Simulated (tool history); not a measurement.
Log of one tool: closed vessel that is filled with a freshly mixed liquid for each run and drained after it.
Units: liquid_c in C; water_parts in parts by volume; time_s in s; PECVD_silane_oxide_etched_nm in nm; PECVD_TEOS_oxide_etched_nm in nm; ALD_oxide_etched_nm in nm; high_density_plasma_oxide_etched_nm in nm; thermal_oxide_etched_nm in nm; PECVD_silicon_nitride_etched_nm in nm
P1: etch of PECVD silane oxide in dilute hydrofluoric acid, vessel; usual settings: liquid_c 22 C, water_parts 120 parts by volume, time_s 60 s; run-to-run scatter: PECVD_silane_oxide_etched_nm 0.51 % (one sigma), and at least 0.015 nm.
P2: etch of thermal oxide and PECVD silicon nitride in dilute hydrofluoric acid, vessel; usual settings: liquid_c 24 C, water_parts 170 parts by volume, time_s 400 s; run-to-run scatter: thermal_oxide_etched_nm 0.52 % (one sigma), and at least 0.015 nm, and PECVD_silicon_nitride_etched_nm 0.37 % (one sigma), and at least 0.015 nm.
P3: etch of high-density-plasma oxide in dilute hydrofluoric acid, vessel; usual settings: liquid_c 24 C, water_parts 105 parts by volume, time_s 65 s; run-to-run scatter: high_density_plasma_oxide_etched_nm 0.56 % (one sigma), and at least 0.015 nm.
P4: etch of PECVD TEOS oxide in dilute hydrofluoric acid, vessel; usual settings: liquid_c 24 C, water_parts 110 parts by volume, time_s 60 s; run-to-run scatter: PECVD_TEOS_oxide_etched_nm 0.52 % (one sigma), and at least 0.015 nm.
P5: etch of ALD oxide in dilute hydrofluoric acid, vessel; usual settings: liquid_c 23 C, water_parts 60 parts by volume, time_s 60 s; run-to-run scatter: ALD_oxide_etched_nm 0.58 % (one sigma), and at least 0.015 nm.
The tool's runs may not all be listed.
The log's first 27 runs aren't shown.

run,hour,process,liquid_c,water_parts,time_s,hours since the thermometer was replaced,hours since the hydrofluoric acid flow meter was replaced,PECVD_silane_oxide_etched_nm,PECVD_TEOS_oxide_etched_nm,ALD_oxide_etched_nm,high_density_plasma_oxide_etched_nm,thermal_oxide_etched_nm,PECVD_silicon_nitride_etched_nm
28,120,P4,24,110,100,316.9,1990.1,,10.195,,,,
29,124.2,P1,17,80,60,321.1,1994.3,17.507,,,,,
30,128.7,P1,22,40,60,325.6,1998.8,45.447,,,,,
31,133.1,P1,22,175,60,330,2003.2,8.9024,,,,,
32,136.9,P2,24,170,785,333.8,2007,,,,,20.223,14.42
33,139.5,P5,23,60,60,336.4,2009.6,,,22.226,,,
34,143,P1,22,120,60,339.9,2013.1,13.826,,,,,
35,145.8,P1,22,120,60,342.7,2015.9,14.239,,,,,
36,151.4,P1,22,120,60,348.3,2021.5,14.529,,,,,
37,157,P1,22,120,60,353.9,2027.1,14.875,,,,,
38,162,P1,22,120,60,358.9,2032.1,14.979,,,,,
39,167,P1,22,120,60,363.9,2037.1,14.929,,,,,
40,172.5,P1,22,120,60,369.4,2042.6,15.19,,,,,

Run 41 comes next. What will it give?
41,176.6,P1,22,120,60,373.5,2046.7,?,,,,,

Run 41 gave PECVD_silane_oxide_etched_nm 15.118 nm.
